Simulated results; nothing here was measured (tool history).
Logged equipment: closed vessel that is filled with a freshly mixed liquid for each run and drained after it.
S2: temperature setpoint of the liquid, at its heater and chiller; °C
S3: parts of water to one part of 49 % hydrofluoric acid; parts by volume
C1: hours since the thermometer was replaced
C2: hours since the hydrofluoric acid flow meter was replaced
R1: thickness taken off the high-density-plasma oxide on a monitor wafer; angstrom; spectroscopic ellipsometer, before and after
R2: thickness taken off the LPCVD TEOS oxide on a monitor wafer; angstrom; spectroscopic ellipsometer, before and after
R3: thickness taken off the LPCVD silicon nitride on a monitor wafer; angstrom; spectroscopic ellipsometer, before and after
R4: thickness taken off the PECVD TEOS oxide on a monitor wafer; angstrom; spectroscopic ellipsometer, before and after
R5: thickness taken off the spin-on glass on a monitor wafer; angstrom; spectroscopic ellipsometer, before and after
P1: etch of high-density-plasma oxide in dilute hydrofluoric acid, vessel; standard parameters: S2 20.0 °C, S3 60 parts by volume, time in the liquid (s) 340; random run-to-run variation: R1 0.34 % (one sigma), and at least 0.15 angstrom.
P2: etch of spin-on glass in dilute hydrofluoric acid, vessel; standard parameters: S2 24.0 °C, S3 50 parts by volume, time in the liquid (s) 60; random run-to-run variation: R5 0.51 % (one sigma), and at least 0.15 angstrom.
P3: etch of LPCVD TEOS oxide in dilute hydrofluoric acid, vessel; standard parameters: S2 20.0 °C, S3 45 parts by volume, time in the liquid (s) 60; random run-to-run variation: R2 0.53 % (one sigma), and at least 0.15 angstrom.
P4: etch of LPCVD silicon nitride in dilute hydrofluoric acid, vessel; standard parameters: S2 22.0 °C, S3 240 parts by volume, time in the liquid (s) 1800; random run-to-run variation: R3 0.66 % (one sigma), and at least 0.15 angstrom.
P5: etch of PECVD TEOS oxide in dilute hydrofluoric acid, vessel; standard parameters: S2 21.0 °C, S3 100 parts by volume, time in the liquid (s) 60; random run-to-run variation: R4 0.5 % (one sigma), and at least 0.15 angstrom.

{"run": 1, "hour": 5.1, "process that ran": "P1", "S2": 20.0, "S3": 60, "time in the liquid (s)": 340, "C1": 564.0, "C2": 1027.5, "R1": 363.45}
{"run": 2, "hour": 11.8, "process that ran": "P3", "S2": 17.0, "S3": 45, "time in the liquid (s)": 60, "C1": 570.7, "C2": 1034.2, "R2": 253.3}
{"run": 3, "hour": 15.7, "process that ran": "P1", "S2": 20.0, "S3": 60, "time in the liquid (s)": 340, "C1": 574.6, "C2": 1038.1, "R1": 360.49}
{"run": 4, "hour": 19.0, "process that ran": "P3", "S2": 20.0, "S3": 45, "time in the liquid (s)": 30, "C1": 577.9, "C2": 1041.4, "R2": 144.44}
{"run": 5, "hour": 22.9, "process that ran": "P3", "S2": 20.0, "S3": 45, "time in the liquid (s)": 60, "C1": 581.8, "C2": 1045.3, "R2": 291.31}
{"run": 6, "hour": 27.3, "process that ran": "P1", "S2": 20.0, "S3": 20, "time in the liquid (s)": 340, "C1": 586.2, "C2": 1049.7, "R1": 1150.8}
{"run": 7, "hour": 33.0, "process that ran": "P3", "S2": 20.0, "S3": 45, "time in the liquid (s)": 60, "C1": 591.9, "C2": 1055.4, "R2": 292.83}
{"run": 8, "hour": 36.5, "process that ran": "P1", "S2": 17.0, "S3": 60, "time in the liquid (s)": 340, "C1": 595.4, "C2": 1058.9, "R1": 320.68}
{"run": 9, "hour": 43.1, "process that ran": "P3", "S2": 20.0, "S3": 25, "time in the liquid (s)": 60, "C1": 602.0, "C2": 1065.5, "R2": 536.52}
{"run": 10, "hour": 49.7, "process that ran": "P1", "S2": 20.0, "S3": 60, "time in the liquid (s)": 340, "C1": 608.6, "C2": 1072.1, "R1": 365.26}
{"run": 11, "hour": 55.9, "process that ran": "P4", "S2": 22.0, "S3": 240, "time in the liquid (s)": 1800, "C1": 614.8, "C2": 1078.3, "R3": 37.203}
{"run": 12, "hour": 62.5, "process that ran": "P5", "S2": 21.0, "S3": 100, "time in the liquid (s)": 60, "C1": 621.4, "C2": 1084.9, "R4": 94.879}
{"run": 13, "hour": 67.2, "process that ran": "P1", "S2": 20.0, "S3": 90, "time in the liquid (s)": 340, "C1": 626.1, "C2": 1089.6, "R1": 234.4}
{"run": 14, "hour": 73.3, "process that ran": "P4", "S2": 28.0, "S3": 240, "time in the liquid (s)": 1800, "C1": 632.2, "C2": 1095.7, "R3": 53.353}
{"run": 15, "hour": 77.8, "process that ran": "P5", "S2": 21.0, "S3": 100, "time in the liquid (s)": 30, "C1": 636.7, "C2": 1100.2, "R4": 47.2}
{"run": 16, "hour": 83.9, "process that ran": "P1", "S2": 27.0, "S3": 60, "time in the liquid (s)": 340, "C1": 642.8, "C2": 1106.3, "R1": 487.31}
{"run": 17, "hour": 87.1, "process that ran": "P4", "S2": 22.0, "S3": 240, "time in the liquid (s)": 3115, "C1": 646.0, "C2": 1109.5, "R3": 65.586}
{"run": 18, "hour": 91.7, "process that ran": "P1", "S2": 20.0, "S3": 60, "time in the liquid (s)": 340, "C1": 650.6, "C2": 1114.1, "R1": 361.79}
{"run": 19, "hour": 95.6, "process that ran": "P1", "S2": 17.0, "S3": 60, "time in the liquid (s)": 80, "C1": 654.5, "C2": 1118.0, "R1": 75.241}
{"run": 20, "hour": 99.1, "process that ran": "P1", "S2": 20.0, "S3": 60, "time in the liquid (s)": 340, "C1": 658.0, "C2": 1121.5, "R1": 363.26}
{"run": 21, "hour": 103.0, "process that ran": "P2", "S2": 24.0, "S3": 75, "time in the liquid (s)": 60, "C1": 661.9, "C2": 1125.4, "R5": 377.08}
{"run": 22, "hour": 108.9, "process that ran": "P1", "S2": 20.0, "S3": 60, "time in the liquid (s)": 85, "C1": 667.8, "C2": 1131.3, "R1": 91.37}
{"run": 23, "hour": 115.5, "process that ran": "P2", "S2": 29.5, "S3": 50, "time in the liquid (s)": 60, "C1": 674.4, "C2": 1137.9, "R5": 735.86}
{"hour": 118.8, "done": "hydrofluoric acid flow meter replaced"}
{"run": 24, "hour": 120.9, "process that ran": "P1", "S2": 20.0, "S3": 20, "time in the liquid (s)": 480, "C1": 679.8, "C2": 2.1, "R1": 1623.8}
{"run": 25, "hour": 125.7, "process that ran": "P1", "S2": 25.5, "S3": 60, "time in the liquid (s)": 605, "C1": 684.6, "C2": 6.9, "R1": 810.8}

The next listed run, before its measurement:
{"run": 26, "hour": 130.4, "process that ran": "P2", "S2": 24.0, "S3": 50, "time in the liquid (s)": 30, "C1": 689.3, "C2": 11.6, "R5": "?"}

Run 26 came out at R5 295.13 angstrom.
